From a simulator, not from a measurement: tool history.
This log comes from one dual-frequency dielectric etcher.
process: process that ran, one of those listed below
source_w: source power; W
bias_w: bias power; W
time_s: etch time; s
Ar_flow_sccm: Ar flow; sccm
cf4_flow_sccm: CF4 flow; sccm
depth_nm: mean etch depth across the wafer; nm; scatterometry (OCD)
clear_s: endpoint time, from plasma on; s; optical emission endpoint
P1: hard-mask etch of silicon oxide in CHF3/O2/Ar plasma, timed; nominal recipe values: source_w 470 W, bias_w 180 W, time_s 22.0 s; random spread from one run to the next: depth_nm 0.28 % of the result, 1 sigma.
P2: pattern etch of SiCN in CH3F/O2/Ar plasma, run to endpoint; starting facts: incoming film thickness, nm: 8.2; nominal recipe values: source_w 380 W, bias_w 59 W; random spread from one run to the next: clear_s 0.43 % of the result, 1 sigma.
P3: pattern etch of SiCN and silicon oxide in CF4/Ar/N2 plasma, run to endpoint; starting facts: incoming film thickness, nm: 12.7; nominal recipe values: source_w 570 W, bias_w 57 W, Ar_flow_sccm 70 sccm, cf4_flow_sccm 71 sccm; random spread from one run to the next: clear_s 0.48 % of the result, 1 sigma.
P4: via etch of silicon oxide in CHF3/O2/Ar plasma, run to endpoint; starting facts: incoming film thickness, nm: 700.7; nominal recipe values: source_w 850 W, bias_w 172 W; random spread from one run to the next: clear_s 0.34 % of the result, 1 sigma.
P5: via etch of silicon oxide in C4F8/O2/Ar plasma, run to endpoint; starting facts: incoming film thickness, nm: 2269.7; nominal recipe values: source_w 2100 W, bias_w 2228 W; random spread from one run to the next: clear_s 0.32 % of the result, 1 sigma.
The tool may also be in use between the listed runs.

run	day	process	source_w	bias_w	time_s	Ar_flow_sccm	cf4_flow_sccm	hours since the last wet clean	hours since the last source power generator calibration	hours since the last bias power generator calibration	depth_nm	clear_s
1	0.362	P1	470	180	22.0			143.4	1275.6	1595.4	39.426	
2	0.812	P1	310	180	22.0			154.2	1286.4	1606.2	33.833	
3	1.083	P4	850	172				160.7	1292.9	1612.7		319.4500
4	1.442	P1	470	180	28.5			169.3	1301.5	1621.3	50.894	
5	1.771	P1	470	180	22.0			177.2	1309.4	1629.2	39.664	
6	2.067	P1	470	143	22.0			184.3	1316.5	1636.3	36.730	
7	2.533	P5	2100	3088				195.5	1327.7	1647.5		399.0200
8	2.983	P2	380	59				206.3	1338.5	1658.3		23.5500
9	3.229	P1	470	239	22.0			212.2	1344.4	1664.2	43.621	
10	3.538	P1	570	180	22.0			219.6	1351.8	1671.6	42.463	
11	3.812	P4	1110	172				226.2	1358.4	1678.2		287.0500
12	4.067	P3	570	57		53	71	232.3	1364.5	1684.3		11.4500
13	4.504	P3	570	37		70	71	242.8	1375.0	1694.8		13.2760
14	4.954	P3	570	57		70	71	253.6	1385.8	1705.6		11.8120
15	5.179	P1	470	180	22.0			259.0	1391.2	1711.0	39.529	
16	5.571	P5	1250	2228				268.4	1400.6	1720.4		544.0900
17	6.000	P1	320	180	27.5			278.7	1410.9	1730.7	42.590	
18	6.304	P2	380	46				286.0	1418.2	1738.0		25.6960
19	6.708	P1	470	180	15.0			295.7	1427.9	1747.7	26.989	
20	7.146	P5	2100	2228				306.2	1438.4	1758.2		444.1600
21	7.496	P1	640	126	22.0			314.6	1446.8	1766.6	39.805	
22	7.854	P3	570	57		70	88	323.2	1455.4	1775.2		11.5240
23	8.146	P4	850	172				330.2	1462.4	1782.2		319.8500
24	8.442	P4	850	122				337.3	1469.5	1789.3		356.7600
25	8.808	P2	230	59				346.1	1478.3	1798.1		28.7080
26	9.233	P1	470	180	22.0			356.3	1488.5	1808.3	39.685	
27	9.671	P2	380	59				366.8	1499.0	1818.8		23.5230
28	9.900	P1	470	125	13.5			372.3	1504.5	1824.3	21.371	
29	10.350	P1	470	180	22.0			383.1	1515.3	1835.1	39.414	
30	10.583	P1	470	180	22.0			388.7	1520.9	1840.7	39.357	
31	10.825	P3	780	57		70	71	394.5	1526.7	1846.5		8.9216
32	11.292	P1	470	180	22.0			405.7	1537.9	1857.7	39.576	
33	11.767	P1	470	180	22.0			417.1	1549.3	1869.1	39.074	
34	12.012	P1	470	180	22.0			423.0	1555.2	1875.0	39.176	
35	12.300	P1	470	180	22.0			429.9	1562.1	1881.9	38.971	
36	12.642	P1	470	180	22.0			438.1	1570.3	1890.1	39.065	
# day 12.675: wet clean of the chamber
37	12.908	P1	470	180	22.0			5.6	1576.7	1896.5	39.076	
38	13.375	P1	470	180	22.0			16.8	1587.9	1907.7	39.044	
39	13.833	P1	470	180	22.0			27.8	1598.9	1918.7	39.099	
40	14.250	P1	470	180	22.0			37.8	1608.9	1928.7	39.009	
41	14.683	P1	470	180	22.0			48.2	1619.3	1939.1	39.018	

P1 no longer gives what it gave before; its output has crept away from where it was. The following 2 causes, each at its listed size, fit the log equally well:
A: bias power that arrives under what is set, % = 4.03
B: source power that arrives under what is set, % = 3.62
At approximately day 11.292, the process output began to creep.
The rest of the possible causes, and what rules out each one:
chamber walls in a state that lowers the etch rate, %: was serviced at day 12.675, once the creep was under way, yet the earlier output never came back

Below are 4 check runs, each averaged over 3 wafers, with their results shown as question marks. Which of them would give clearly different results depending on which cause is behind the drift?
check 1	15.117	P5	1340	2954								?
check 2	15.117	P2	250	59								?
check 3	15.117	P4	1020	141								?
check 4	15.117	P3	780	57		58	71					?

Check results expected under each cause:
check	result	if A	if B
check 1	clear_s	490.1500	490.7600
check 2	clear_s	28.1330	28.1200
check 3	clear_s	321.5400	322.1800
check 4	clear_s	8.7865	8.9806
Per-check spread between the two closest causes, in the result where they differ most: check 1 0.12 %; check 2 0.05 %; check 3 0.2 %; check 4 2.19 %
Only in check 4 would the causes give clearly different results; in the remaining checks their results would be nearly the same.

Check 4 was then run and gave: clear_s 8.7694 s. Which cause is it?

The correct cause is A, namely: bias power that arrives under what is set, %.
